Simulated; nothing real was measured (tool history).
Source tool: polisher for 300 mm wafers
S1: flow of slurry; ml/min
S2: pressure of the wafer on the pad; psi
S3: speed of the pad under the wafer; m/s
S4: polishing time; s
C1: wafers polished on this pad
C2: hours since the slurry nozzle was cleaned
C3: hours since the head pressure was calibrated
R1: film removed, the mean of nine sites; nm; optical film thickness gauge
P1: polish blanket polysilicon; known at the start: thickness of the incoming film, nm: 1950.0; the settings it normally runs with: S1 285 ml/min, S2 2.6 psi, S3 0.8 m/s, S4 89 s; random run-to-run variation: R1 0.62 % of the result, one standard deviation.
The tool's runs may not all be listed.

run	hour	S1	S2	S3	S4	C1	C2	C3	R1
1	8.2	285	2.6	0.8	89	417	249.5	445.3	519.27
2	14	285	3.7	0.8	125	479	255.3	451.1	1024
3	23.4	285	2.6	0.8	89	580	264.7	460.5	520.56
4	30.2	285	2.6	0.8	115	653	271.5	467.3	665.18
5	36.1	285	2.6	0.8	89	717	277.4	473.2	516.79
6	43.7	170	2.6	0.8	89	799	285	480.8	486.34
7	50.1	285	1.4	0.8	89	867	291.4	487.2	278.95
8	54.5	285	3.8	0.8	89	915	295.8	491.6	755.99
9	59.8	285	2.6	0.8	89	972	301.1	496.9	507.59
10	67.2	285	2.6	0.36	89	1051	308.5	504.3	231.25
11	71.6	385	2.6	0.44	89	1099	312.9	508.7	291
12	80.2	395	2.6	0.8	89	1191	321.5	517.3	528.16
13	86	285	2.6	1.04	89	1254	327.3	523.1	661.74
14	94.2	285	2.6	0.8	50	1342	335.5	531.3	289.04
15	101.7	285	2.6	0.8	89	1422	343	538.8	518.1
16	110.8	285	2.6	0.8	89	1520	352.1	547.9	519.04
17	120.1	285	2.6	0.8	89	1620	361.4	557.2	498.15
18	128.2	285	2.6	0.8	89	1707	369.5	565.3	493.44
# hour 131.9: head pressure recalibrated
19	134.8	285	2.6	0.8	89	1778	376.1	3	490.78
20	142	285	2.6	0.8	89	1856	383.3	10.2	488.58
21	148.1	285	2.6	0.8	89	1921	389.4	16.3	491.25
22	154.8	285	2.6	0.8	89	1994	396.1	23	492
23	161.8	285	2.6	0.8	89	2069	403.1	30	483.63

The log shows P1 creeping away from where it was. Any of the 2 causes listed here, at the size stated for it, fits the log just as well as the others:
A: removal rate lost through wear of the pad, % = 4.88
B: slurry flow missing at the pad, % = 35
The creep began at about hour 110.8.
The rest of the possible causes, and what rules out each one:
head's pressure below its setpoint, %: was serviced at hour 131.9, once the creep was under way, yet the earlier output never came back

4 check runs are offered, each on 2 wafers whose results are averaged, their results left as question marks. Which one tells the causes apart?
check 1	168.8	285	1.7	0.36	89				?
check 2	168.8	170	2.6	0.8	89				?
check 3	168.8	285	3.6	0.8	89				?
check 4	168.8	285	3.4	0.8	89				?

If the cause were each of the candidates in turn, the checks would give the following:
check	result	if A	if B
check 1	R1	144.15	144.15
check 2	R1	460.15	446.09
check 3	R1	678.37	678.35
check 4	R1	640.68	640.66
Per check, the gap between the least separated pair of causes, taken in the result that splits them most: check 1 0 %; check 2 3.1 %; check 3 0 %; check 4 0 %
Only in check 2 would the causes give clearly different results; in the remaining checks their results would be nearly the same.

Check 2 was carried out, with these results: R1 459.59 nm. Which of the listed causes is responsible?

It is A: removal rate lost through wear of the pad, %.
